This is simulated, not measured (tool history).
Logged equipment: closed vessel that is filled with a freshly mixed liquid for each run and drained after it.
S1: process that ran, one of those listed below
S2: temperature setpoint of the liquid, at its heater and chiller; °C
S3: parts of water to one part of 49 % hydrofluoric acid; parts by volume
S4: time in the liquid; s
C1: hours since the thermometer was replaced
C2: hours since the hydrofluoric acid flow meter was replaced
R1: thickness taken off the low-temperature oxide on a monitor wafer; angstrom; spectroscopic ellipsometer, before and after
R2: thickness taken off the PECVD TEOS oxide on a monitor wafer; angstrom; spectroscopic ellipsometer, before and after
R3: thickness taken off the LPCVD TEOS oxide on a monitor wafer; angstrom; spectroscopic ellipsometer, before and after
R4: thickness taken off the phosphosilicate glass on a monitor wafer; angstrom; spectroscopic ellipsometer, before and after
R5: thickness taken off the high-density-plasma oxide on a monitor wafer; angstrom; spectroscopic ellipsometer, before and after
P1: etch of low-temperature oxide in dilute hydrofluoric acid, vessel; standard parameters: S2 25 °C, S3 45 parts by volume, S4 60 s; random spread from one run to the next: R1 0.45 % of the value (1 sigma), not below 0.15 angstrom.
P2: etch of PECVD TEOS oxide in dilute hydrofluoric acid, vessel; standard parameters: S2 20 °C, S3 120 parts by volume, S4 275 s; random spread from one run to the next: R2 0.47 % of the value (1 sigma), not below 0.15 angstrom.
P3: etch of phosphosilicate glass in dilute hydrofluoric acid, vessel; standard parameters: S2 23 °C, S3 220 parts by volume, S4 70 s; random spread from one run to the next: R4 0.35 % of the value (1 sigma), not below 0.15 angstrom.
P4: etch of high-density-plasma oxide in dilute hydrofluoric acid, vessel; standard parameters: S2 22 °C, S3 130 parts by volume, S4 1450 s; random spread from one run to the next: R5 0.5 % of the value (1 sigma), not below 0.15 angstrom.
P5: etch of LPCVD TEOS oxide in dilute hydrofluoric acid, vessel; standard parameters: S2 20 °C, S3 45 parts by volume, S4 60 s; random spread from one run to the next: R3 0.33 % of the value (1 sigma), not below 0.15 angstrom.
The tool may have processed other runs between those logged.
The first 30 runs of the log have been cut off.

| run | hour | S1 | S2 | S3 | S4 | C1 | C2 | R1 | R2 | R3 | R4 | R5 |
|---|---|---|---|---|---|---|---|---|---|---|---|---|
| 31 | 222.9 | P1 | 31 | 45 | 60 | 550.5 | 743.9 | 689.88 |  |  |  |  |
| 32 | 227.3 | P1 | 25 | 45 | 60 | 554.9 | 748.3 | 543.93 |  |  |  |  |
| 33 | 233.9 | P1 | 25 | 45 | 60 | 561.5 | 754.9 | 558.34 |  |  |  |  |
| 34 | 240.6 | P1 | 25 | 45 | 60 | 568.2 | 761.6 | 573.26 |  |  |  |  |
| 35 | 249.8 | P1 | 25 | 45 | 60 | 577.4 | 770.8 | 582.28 |  |  |  |  |
| 36 | 259.1 | P1 | 25 | 45 | 60 | 586.7 | 780.1 | 589.99 |  |  |  |  |
| 37 | 266.4 | P1 | 25 | 45 | 60 | 594 | 787.4 | 596.14 |  |  |  |  |
| 38 | 272.1 | P1 | 25 | 45 | 60 | 599.7 | 793.1 | 597.68 |  |  |  |  |

For run 39, what comes out?
| 39 | 278 | P1 | 25 | 45 | 60 | 605.6 | 799 | ? |  |  |  |  |

{"run 39": {"R1": 594.85}}

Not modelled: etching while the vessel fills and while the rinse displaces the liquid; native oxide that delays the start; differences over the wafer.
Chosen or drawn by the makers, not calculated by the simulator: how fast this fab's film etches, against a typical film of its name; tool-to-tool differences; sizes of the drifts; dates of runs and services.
